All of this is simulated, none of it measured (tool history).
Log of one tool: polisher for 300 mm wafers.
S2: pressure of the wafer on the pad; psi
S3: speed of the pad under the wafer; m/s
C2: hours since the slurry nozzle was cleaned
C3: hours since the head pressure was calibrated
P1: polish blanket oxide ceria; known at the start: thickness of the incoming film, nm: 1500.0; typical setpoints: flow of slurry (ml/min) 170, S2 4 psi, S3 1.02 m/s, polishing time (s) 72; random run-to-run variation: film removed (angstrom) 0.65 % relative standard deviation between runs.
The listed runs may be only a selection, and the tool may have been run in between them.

run 1 hour=16.8 | flow_of_slurry_(ml/min)=170 S2=4 S3=1.02 polishing_time_(s)=72 | wafers_polished_on_this_pad=409 C2=211.1 C3=957.9 | film_removed_(angstrom)=3814.9
run 2 hour=31.7 | flow_of_slurry_(ml/min)=170 S2=2.7 S3=1.52 polishing_time_(s)=72 | wafers_polished_on_this_pad=621 C2=226 C3=972.8 | film_removed_(angstrom)=3820.7
run 3 hour=41.9 | flow_of_slurry_(ml/min)=105 S2=4 S3=1.02 polishing_time_(s)=72 | wafers_polished_on_this_pad=767 C2=236.2 C3=983 | film_removed_(angstrom)=3471.6
run 4 hour=58.9 | flow_of_slurry_(ml/min)=260 S2=4 S3=1.02 polishing_time_(s)=72 | wafers_polished_on_this_pad=1009 C2=253.2 C3=1000 | film_removed_(angstrom)=4060.3
run 5 hour=73.4 | flow_of_slurry_(ml/min)=170 S2=4 S3=1.02 polishing_time_(s)=72 | wafers_polished_on_this_pad=1216 C2=267.7 C3=1014.5 | film_removed_(angstrom)=3830.9
run 6 hour=89.6 | flow_of_slurry_(ml/min)=170 S2=6.3 S3=1.02 polishing_time_(s)=72 | wafers_polished_on_this_pad=1447 C2=283.9 C3=1030.7 | film_removed_(angstrom)=6023.7
run 7 hour=103.7 | flow_of_slurry_(ml/min)=170 S2=3 S3=1.02 polishing_time_(s)=92 | wafers_polished_on_this_pad=1648 C2=298 C3=1044.8 | film_removed_(angstrom)=3668
run 8 hour=112.3 | flow_of_slurry_(ml/min)=170 S2=2.8 S3=1.02 polishing_time_(s)=72 | wafers_polished_on_this_pad=1770 C2=306.6 C3=1053.4 | film_removed_(angstrom)=2658.5
run 9 hour=123.5 | flow_of_slurry_(ml/min)=170 S2=4 S3=1.02 polishing_time_(s)=72 | wafers_polished_on_this_pad=1930 C2=317.8 C3=1064.6 | film_removed_(angstrom)=3866
run 10 hour=131.9 | flow_of_slurry_(ml/min)=170 S2=4 S3=1.02 polishing_time_(s)=72 | wafers_polished_on_this_pad=2050 C2=326.2 C3=1073 | film_removed_(angstrom)=3809.6
-- hour=140.5 head pressure recalibrated
run 11 hour=149.6 | flow_of_slurry_(ml/min)=170 S2=4 S3=1.62 polishing_time_(s)=72 | wafers_polished_on_this_pad=2302 C2=343.9 C3=9.1 | film_removed_(angstrom)=6087.2
run 12 hour=164.7 | flow_of_slurry_(ml/min)=170 S2=4 S3=1.02 polishing_time_(s)=72 | wafers_polished_on_this_pad=2518 C2=359 C3=24.2 | film_removed_(angstrom)=3807.7
run 13 hour=176.5 | flow_of_slurry_(ml/min)=170 S2=4 S3=1.02 polishing_time_(s)=109 | wafers_polished_on_this_pad=2686 C2=370.8 C3=36 | film_removed_(angstrom)=5798.4
run 14 hour=189.2 | flow_of_slurry_(ml/min)=170 S2=4 S3=1.02 polishing_time_(s)=72 | wafers_polished_on_this_pad=2867 C2=383.5 C3=48.7 | film_removed_(angstrom)=3844.4
run 15 hour=205.5 | flow_of_slurry_(ml/min)=170 S2=4 S3=0.48 polishing_time_(s)=72 | wafers_polished_on_this_pad=3099 C2=399.8 C3=65 | film_removed_(angstrom)=1802.2
run 16 hour=214.6 | flow_of_slurry_(ml/min)=100 S2=2.6 S3=1.02 polishing_time_(s)=72 | wafers_polished_on_this_pad=3229 C2=408.9 C3=74.1 | film_removed_(angstrom)=2225.1
run 17 hour=224.3 | flow_of_slurry_(ml/min)=170 S2=4 S3=1.02 polishing_time_(s)=51 | wafers_polished_on_this_pad=3368 C2=418.6 C3=83.8 | film_removed_(angstrom)=2703.1
run 18 hour=242.1 | flow_of_slurry_(ml/min)=170 S2=4 S3=1.02 polishing_time_(s)=72 | wafers_polished_on_this_pad=3621 C2=436.4 C3=101.6 | film_removed_(angstrom)=3819.5

Run 19 is up next; what results do you expect?
run 19 hour=259.4 | flow_of_slurry_(ml/min)=170 S2=4 S3=1.02 polishing_time_(s)=72 | wafers_polished_on_this_pad=3868 C2=453.7 C3=118.9 | film_removed_(angstrom)=?

film removed (angstrom): 3671.3
